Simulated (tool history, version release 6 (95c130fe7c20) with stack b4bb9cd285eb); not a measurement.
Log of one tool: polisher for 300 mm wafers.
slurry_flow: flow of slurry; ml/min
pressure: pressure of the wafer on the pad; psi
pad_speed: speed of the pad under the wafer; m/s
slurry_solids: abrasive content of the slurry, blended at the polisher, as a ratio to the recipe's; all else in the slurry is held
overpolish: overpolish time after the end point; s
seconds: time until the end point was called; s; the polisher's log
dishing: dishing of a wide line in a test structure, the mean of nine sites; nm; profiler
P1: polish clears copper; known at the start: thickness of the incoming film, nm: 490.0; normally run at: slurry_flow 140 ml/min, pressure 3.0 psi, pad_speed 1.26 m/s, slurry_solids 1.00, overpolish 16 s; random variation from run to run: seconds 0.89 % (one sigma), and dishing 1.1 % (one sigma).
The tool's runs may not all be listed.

run   hour  slurry_flow  pressure  pad_speed  slurry_solids  overpolish  seconds  dishing
  1   13.9          140       3.0       1.26           1.00          16  112.570   41.957
  2   23.9           85       3.0       1.26           1.00          16  127.510   38.273
  3   35.4          140       3.0       1.26           1.00          16  115.310   42.809
  4   52.6          140       3.0       0.58           1.00          26  245.960   33.678
  5   69.1          140       3.0       1.26           1.00          16  113.690   42.642
  6   86.2          140       3.0       1.26           1.30          16  108.210   44.251
  7  102.0          140       1.4       1.26           1.00          16  247.100   21.670
  8  113.1          140       3.0       1.26           1.00          16  113.370   42.965
  9  121.4          140       3.0       1.26           1.00          16  114.230   42.923
 10  136.5          140       3.0       1.26           0.55          16  128.000   38.652
 11  150.5          140       3.0       1.96           1.00          16   73.337   60.217
 12  164.8          140       3.0       1.26           1.00          16  113.980   42.589
 13  178.2          140       3.0       0.56           1.00          16  251.620   21.383
 14  187.7          140       3.0       1.26           1.00          26  112.160   62.443
 15  204.7          175       3.0       1.26           1.00          16  108.820   43.237
 16  217.2          140       4.4       1.26           1.00          16   76.571   59.688
 17  228.2          140       3.0       1.26           1.00           5  114.160   15.371
 18  241.5          140       1.5       1.26           1.35          16  211.200   24.639
 19  255.2          140       3.0       1.26           1.00          16  112.110   42.090
 20  265.4          140       3.0       1.26           1.00          16  117.060   42.515
 21  275.9          140       3.0       1.26           1.00          16  117.140   41.559
     286.7  -- head pressure recalibrated
 22  292.6          140       3.0       1.26           1.00          16  121.790   40.209
     293.6  -- worn pad replaced by a new one
 23  304.5          140       3.0       1.26           1.00          16  123.830   40.031
 24  318.4          140       3.0       1.26           1.00          16  123.020   39.465
 25  330.6          140       3.0       1.26           1.00          16  122.710   39.772
 26  340.6          140       3.0       1.26           1.00          16  123.710   39.223

What P1 gives has crept away from where it was. These 2 causes fit the log equally well, each at the size given:
A: slurry flow missing at the pad, % = 32.1
B: abrasive missing from the slurry, % = 33.7
The creep began at about hour 255.2.
Why every other cause is out:
removal rate lost through wear of the pad, %: serviced at hour 293.6, which brought nothing back
head's pressure below its setpoint, %: serviced at hour 286.7, which brought nothing back

4 check runs are offered, each on 3 wafers whose results are averaged, their results left as question marks. Which one tells the causes apart?
check 1  350.6           90       3.0       0.66           1.00          16        ?        ?
check 2  350.6          140       1.5       0.70           1.00          16        ?        ?
check 3  350.6          140       3.0       1.26           0.55          16        ?        ?
check 4  350.6          140       3.0       1.26           1.00          25        ?        ?

What each check would give under each cause:
  check   result     if A     if B
check 1  seconds  272.180  261.400
check 1  dishing   20.022   20.774
check 2  seconds  445.750  445.700
check 2  dishing   12.445   12.447
check 3  seconds  140.090  139.160
check 3  dishing   35.947   36.148
check 4  seconds  123.820  123.800
check 4  dishing   56.347   56.353
How far apart the two closest causes lie, in the result that separates them most: check 1 4.04 %; check 2 0.01 %; check 3 0.67 %; check 4 0.01 %
Only check 1 tells the causes apart: in the others they would give nearly the same result.

Then check 1 was run and gave: seconds 273.050 s; dishing 20.131 nm. Which cause is it?

It is A: slurry flow missing at the pad, %.
